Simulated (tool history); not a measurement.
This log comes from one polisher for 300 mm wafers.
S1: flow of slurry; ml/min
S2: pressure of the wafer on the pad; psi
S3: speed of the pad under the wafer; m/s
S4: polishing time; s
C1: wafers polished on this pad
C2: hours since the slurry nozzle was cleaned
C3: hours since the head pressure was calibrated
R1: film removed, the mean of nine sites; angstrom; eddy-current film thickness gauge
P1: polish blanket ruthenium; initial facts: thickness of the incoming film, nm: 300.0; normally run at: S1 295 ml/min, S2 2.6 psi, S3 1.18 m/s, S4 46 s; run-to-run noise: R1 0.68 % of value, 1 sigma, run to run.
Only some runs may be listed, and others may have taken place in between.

Run 1, hour 6.7: S1 295 ml/min, S2 2.6 psi, S3 1.18 m/s, S4 46 s; C1 325; C2 61.9; C3 193.9. Result: R1 803.77 angstrom.
Run 2, hour 12.4: S1 295 ml/min, S2 1.8 psi, S3 1.18 m/s, S4 46 s; C1 380; C2 67.6; C3 199.6. Result: R1 550.70 angstrom.
Run 3, hour 17.8: S1 440 ml/min, S2 4.0 psi, S3 1.18 m/s, S4 46 s; C1 432; C2 73.0; C3 205.0. Result: R1 1257.90 angstrom.
Run 4, hour 28.9: S1 295 ml/min, S2 2.6 psi, S3 1.18 m/s, S4 21 s; C1 539; C2 84.1; C3 216.1. Result: R1 362.20 angstrom.
Run 5, hour 37.7: S1 295 ml/min, S2 2.6 psi, S3 0.54 m/s, S4 46 s; C1 624; C2 92.9; C3 224.9. Result: R1 359.90 angstrom.
Run 6, hour 44.5: S1 175 ml/min, S2 2.6 psi, S3 1.18 m/s, S4 46 s; C1 689; C2 99.7; C3 231.7. Result: R1 746.50 angstrom.
Run 7, hour 50.9: S1 295 ml/min, S2 2.6 psi, S3 1.18 m/s, S4 46 s; C1 751; C2 106.1; C3 238.1. Result: R1 803.70 angstrom.
Run 8, hour 60.3: S1 295 ml/min, S2 2.6 psi, S3 1.18 m/s, S4 46 s; C1 841; C2 115.5; C3 247.5. Result: R1 799.07 angstrom.
Run 9, hour 66.7: S1 295 ml/min, S2 2.6 psi, S3 1.18 m/s, S4 46 s; C1 903; C2 121.9; C3 253.9. Result: R1 795.52 angstrom.
Run 10, hour 77.6: S1 295 ml/min, S2 2.6 psi, S3 1.18 m/s, S4 46 s; C1 1008; C2 132.8; C3 264.8. Result: R1 783.31 angstrom.
Run 11, hour 87.4: S1 295 ml/min, S2 2.6 psi, S3 1.18 m/s, S4 73 s; C1 1103; C2 142.6; C3 274.6. Result: R1 1268.80 angstrom.
Run 12, hour 94.3: S1 295 ml/min, S2 2.6 psi, S3 1.18 m/s, S4 46 s; C1 1169; C2 149.5; C3 281.5. Result: R1 790.29 angstrom.
At hour 104.3: head pressure recalibrated.
Run 13, hour 105.1: S1 295 ml/min, S2 2.6 psi, S3 1.54 m/s, S4 46 s; C1 1273; C2 160.3; C3 0.8. Result: R1 1047.60 angstrom.
Run 14, hour 116.3: S1 295 ml/min, S2 3.4 psi, S3 1.18 m/s, S4 46 s; C1 1381; C2 171.5; C3 12.0. Result: R1 1039.30 angstrom.

Run 15 is up next; what results do you expect?
Run 15, hour 127.5: S1 405 ml/min, S2 2.6 psi, S3 1.18 m/s, S4 46 s; C1 1489; C2 182.7; C3 23.2. Result: R1 ?.

R1: 827.58 angstrom

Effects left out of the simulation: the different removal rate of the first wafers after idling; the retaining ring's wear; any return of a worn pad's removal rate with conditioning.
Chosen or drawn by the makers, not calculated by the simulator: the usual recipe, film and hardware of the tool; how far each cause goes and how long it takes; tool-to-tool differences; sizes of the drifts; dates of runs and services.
